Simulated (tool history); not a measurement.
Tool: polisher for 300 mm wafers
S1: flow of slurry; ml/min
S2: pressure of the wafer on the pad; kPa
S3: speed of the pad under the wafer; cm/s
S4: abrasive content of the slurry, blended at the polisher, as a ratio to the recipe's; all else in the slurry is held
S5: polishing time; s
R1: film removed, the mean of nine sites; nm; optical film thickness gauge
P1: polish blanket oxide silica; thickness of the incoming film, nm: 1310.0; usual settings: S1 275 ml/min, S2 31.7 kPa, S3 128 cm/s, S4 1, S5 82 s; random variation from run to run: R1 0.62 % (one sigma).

run	hour	S1	S2	S3	S4	S5	R1
1	4.6	275	31.7	128	1	82	388.27
2	8.3	275	31.7	128	1	82	390.11
# hour 9.1: conditioning disc replaced and pad reconditioned
3	12.1	205	31.7	128	0.6	82	290.54
4	14.9	275	31.7	128	1	82	391.51
5	19.7	275	31.7	128	1	82	390.94
6	24.9	275	31.7	128	1	126	599.45
7	27.6	275	31.7	128	1.35	82	440.6
8	32.9	275	31.7	128	1	52	247.69
9	37.8	275	31.7	128	0.65	82	313.61
10	40.4	275	31.7	128	1	82	387.64
11	45.4	275	46.9	128	1	82	577.13
12	49.3	275	31.7	60	1	82	213.15
13	52.3	170	31.7	128	1	82	365.19
14	55.4	275	31.7	166	1	82	482.34
15	58.9	410	31.7	128	1	82	404.79
16	62.3	275	15.2	128	1	82	186.5
17	65.5	275	31.7	128	1	82	393.56
18	70.4	275	44.8	190	1	82	762.72
19	74.5	275	31.7	128	1	82	391.39
20	77.2	275	31.7	128	1	82	370.97
21	81.7	275	31.7	128	1	82	352.07
# hour 86.6: conditioning disc replaced and pad reconditioned
22	86.6	275	31.7	128	1	82	346.51
# hour 89.4: head pressure recalibrated
23	90.9	275	31.7	128	1	82	346.43
24	94.8	275	31.7	128	1	82	342.59
25	98.3	275	31.7	128	1	82	340.87

What P1 gives has crept away from where it was. These 2 causes fit the log equally well, each at the size given:
A: abrasive missing from the slurry, % = 24.7
B: removal rate lost through wear of the pad, % = 13
The creep began at about hour 74.5.
Why every other cause is out:
slurry flow missing at the pad, %: at most 40, which would move R1 by -6.3 %: too little, or the wrong way
head's pressure below its setpoint, %: serviced at hour 89.4, which brought nothing back
time polished since the conditioner stopped cutting, s: serviced at hour 86.6, which brought nothing back

4 check runs are offered, each on 5 wafers whose results are averaged, their results left as question marks. Which one tells the causes apart?
check 1	101.8	275	41.4	128	1	82	?
check 2	101.8	275	46.2	128	1	121	?
check 3	101.8	275	16.5	74	1	82	?
check 4	101.8	275	15.2	128	0.7	82	?

What each check would give under each cause:
check	result	if A	if B
check 1	R1	444.17	444.05
check 2	R1	731.89	731.69
check 3	R1	114.61	114.58
check 4	R1	132.93	136.27
How far apart the two closest causes lie, in the result that separates them most: check 1 0.03 %; check 2 0.03 %; check 3 0.03 %; check 4 2.48 %
Check 4 tells the causes apart: in the others they would give nearly the same result.

Check 4 was then run and gave: R1 132.84 nm. Which cause is it?

It is A: abrasive missing from the slurry, %.

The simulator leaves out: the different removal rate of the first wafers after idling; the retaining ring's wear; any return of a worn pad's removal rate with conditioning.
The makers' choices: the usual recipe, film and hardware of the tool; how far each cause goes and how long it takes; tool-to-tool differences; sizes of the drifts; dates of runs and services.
